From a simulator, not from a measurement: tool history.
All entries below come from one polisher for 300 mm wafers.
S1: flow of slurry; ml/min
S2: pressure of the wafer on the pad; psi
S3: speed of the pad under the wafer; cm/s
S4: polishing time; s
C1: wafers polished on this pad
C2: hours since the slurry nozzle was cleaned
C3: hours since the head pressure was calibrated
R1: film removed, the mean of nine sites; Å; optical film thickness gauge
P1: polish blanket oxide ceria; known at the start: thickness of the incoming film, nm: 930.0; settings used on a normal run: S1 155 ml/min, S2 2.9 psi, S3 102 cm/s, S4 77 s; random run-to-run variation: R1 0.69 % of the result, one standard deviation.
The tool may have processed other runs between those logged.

run	hour	S1	S2	S3	S4	C1	C2	C3	R1
1	13.9	155	2.9	102	77	335	67.6	427.8	3474.4
2	25.9	155	2.9	102	121	441	79.6	439.8	5363.4
3	35.7	155	2.9	102	77	528	89.4	449.6	3505.9
4	48.2	155	2.9	102	77	638	101.9	462.1	3454.3
5	57.6	215	2.9	102	77	722	111.3	471.5	3587.6
6	65.1	155	2.9	144	77	788	118.8	479.0	4835.3
7	76.1	155	2.9	46	77	885	129.8	490.0	1551.8
8	90.1	95	2.9	102	77	1009	143.8	504.0	3098.9
9	100.9	155	4.4	102	77	1105	154.6	514.8	5226.2
10	115.4	155	1.5	78	77	1233	169.1	529.3	1354.0
11	126.2	155	2.9	102	77	1328	179.9	540.1	3459.0
12	138.2	155	1.3	102	77	1435	191.9	552.1	1540.8
13	151.6	155	2.9	102	35	1553	205.3	565.5	1578.6
14	164.5	155	2.9	102	77	1667	218.2	578.4	3456.8
15	175.8	155	2.9	102	77	1767	229.5	589.7	3493.9
16	191.1	155	2.9	78	113	1903	244.8	605.0	3865.1
17	202.0	155	2.9	102	77	1999	255.7	615.9	3460.0
18	214.6	155	2.9	102	77	2111	268.3	628.5	3328.0
19	230.5	155	2.9	102	77	2251	284.2	644.4	3248.9
# hour 237.0: head pressure recalibrated
20	244.7	155	2.9	102	77	2377	298.4	7.8	3207.0
21	254.0	155	2.9	102	77	2459	307.7	17.1	3196.7
22	261.0	155	2.9	102	77	2521	314.7	24.1	3162.9
23	270.9	155	2.9	102	77	2609	324.6	34.0	3182.3
24	279.4	155	2.9	102	77	2684	333.1	42.5	3169.4
25	289.7	155	2.9	102	77	2775	343.4	52.8	3140.2

P1 no longer gives what it gave before; its output has crept away from where it was. The following 2 causes, each at its listed size, fit the log equally well:
A: removal rate lost through wear of the pad, % = 8.69
B: slurry flow missing at the pad, % = 35.8
The gradual shift began around hour 202.0.
All other causes, with the reason each is excluded:
head's pressure below its setpoint, %: serviced at hour 237.0, after the drift had started, without restoring the earlier output

Which of the 4 check runs listed below separates the causes, so that each cause would produce a clearly different result? Each run uses one wafer, and its results are marked with question marks.
check 1	300.0	155	1.6	102	116				?
check 2	300.0	155	1.3	144	77				?
check 3	300.0	155	2.9	126	77				?
check 4	300.0	95	4.4	102	77				?

Check results expected under each cause:
check	result	if A	if B
check 1	R1	2622.3	2622.5
check 2	R1	1996.6	1996.8
check 3	R1	3897.3	3897.6
check 4	R1	4320.1	4115.6
Smallest distance between any two causes, each pair judged by its most separating result, in per cent: check 1 0.01 %; check 2 0.01 %; check 3 0.01 %; check 4 4.85 %
Check 4 tells the causes apart: in the others they would give nearly the same result.

Here is what check 4 returned: R1 4352.8 Å. Which cause is it?

A is the cause: removal rate lost through wear of the pad, %.
